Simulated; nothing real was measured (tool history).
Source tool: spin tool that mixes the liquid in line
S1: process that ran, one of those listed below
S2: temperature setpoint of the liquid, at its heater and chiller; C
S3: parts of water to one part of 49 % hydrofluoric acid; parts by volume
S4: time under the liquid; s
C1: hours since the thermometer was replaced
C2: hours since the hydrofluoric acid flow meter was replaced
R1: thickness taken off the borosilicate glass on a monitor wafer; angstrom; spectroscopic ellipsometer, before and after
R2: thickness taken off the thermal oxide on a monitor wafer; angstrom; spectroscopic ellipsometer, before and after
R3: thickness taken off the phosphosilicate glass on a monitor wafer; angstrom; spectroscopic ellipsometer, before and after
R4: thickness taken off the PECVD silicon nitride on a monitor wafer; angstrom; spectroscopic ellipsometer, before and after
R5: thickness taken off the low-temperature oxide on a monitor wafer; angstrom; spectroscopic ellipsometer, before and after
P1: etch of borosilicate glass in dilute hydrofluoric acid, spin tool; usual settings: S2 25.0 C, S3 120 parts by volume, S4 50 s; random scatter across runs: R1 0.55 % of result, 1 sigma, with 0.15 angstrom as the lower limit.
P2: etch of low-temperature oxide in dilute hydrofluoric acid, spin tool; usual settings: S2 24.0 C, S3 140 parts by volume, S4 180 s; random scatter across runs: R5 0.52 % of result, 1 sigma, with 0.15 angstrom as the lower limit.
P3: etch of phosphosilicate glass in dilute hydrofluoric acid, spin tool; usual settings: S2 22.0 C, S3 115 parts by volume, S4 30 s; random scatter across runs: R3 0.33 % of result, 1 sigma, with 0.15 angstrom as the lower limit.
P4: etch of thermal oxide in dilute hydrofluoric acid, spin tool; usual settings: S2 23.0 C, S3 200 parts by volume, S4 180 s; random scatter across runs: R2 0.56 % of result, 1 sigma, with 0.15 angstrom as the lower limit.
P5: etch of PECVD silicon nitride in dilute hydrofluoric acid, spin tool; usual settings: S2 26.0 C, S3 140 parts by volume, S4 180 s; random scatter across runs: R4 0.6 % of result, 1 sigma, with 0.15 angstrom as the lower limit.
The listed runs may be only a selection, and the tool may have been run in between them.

run,hour,S1,S2,S3,S4,C1,C2,R1,R2,R3,R4,R5
1,17.6,P1,25.0,120,50,85.0,112.8,107.610,,,,
2,27.3,P4,29.0,200,180,94.7,122.5,,47.544,,,
3,42.8,P3,22.0,115,55,110.2,138.0,,,547.21,,
4,55.4,P5,26.0,140,305,122.8,150.6,,,,79.997,
5,72.6,P5,26.0,140,180,140.0,167.8,,,,47.495,
6,90.1,P2,24.0,140,265,157.5,185.3,,,,,629.98
7,98.6,P1,25.0,120,50,166.0,193.8,107.460,,,,
# hour 111.6: thermometer replaced
8,114.8,P1,25.0,200,50,3.2,210.0,58.291,,,,
9,125.7,P3,28.0,115,30,14.1,220.9,,,376.37,,
10,139.0,P1,25.0,120,50,27.4,234.2,107.840,,,,
11,154.4,P4,23.0,360,180,42.8,249.6,,17.929,,,
12,166.2,P2,24.0,140,180,54.6,261.4,,,,,427.13
13,182.7,P1,25.0,120,85,71.1,277.9,180.990,,,,
14,195.1,P2,24.0,245,180,83.5,290.3,,,,,215.71
15,213.5,P1,25.0,120,15,101.9,308.7,31.821,,,,
16,225.3,P1,25.0,120,50,113.7,320.5,106.060,,,,
17,243.1,P3,22.0,40,30,131.5,338.3,,,938.32,,
18,256.3,P1,30.0,120,50,144.7,351.5,129.160,,,,
19,267.2,P1,25.0,120,50,155.6,362.4,106.830,,,,
20,276.9,P1,17.5,120,50,165.3,372.1,79.414,,,,
21,294.1,P5,26.0,230,180,182.5,389.3,,,,28.947,
22,309.8,P5,34.0,140,180,198.2,405.0,,,,77.089,
23,326.4,P1,29.0,120,15,214.8,421.6,37.470,,,,
24,345.7,P2,28.5,140,180,234.1,440.9,,,,,504.21
25,361.8,P3,22.0,115,30,250.2,457.0,,,295.48,,
26,374.2,P4,23.0,200,305,262.6,469.4,,65.399,,,
27,383.8,P1,25.0,120,50,272.2,479.0,106.850,,,,

Run 28 comes next. What will it give?
28,399.2,P5,26.0,140,180,287.6,494.4,,,,?,

R4: 47.455 angstrom

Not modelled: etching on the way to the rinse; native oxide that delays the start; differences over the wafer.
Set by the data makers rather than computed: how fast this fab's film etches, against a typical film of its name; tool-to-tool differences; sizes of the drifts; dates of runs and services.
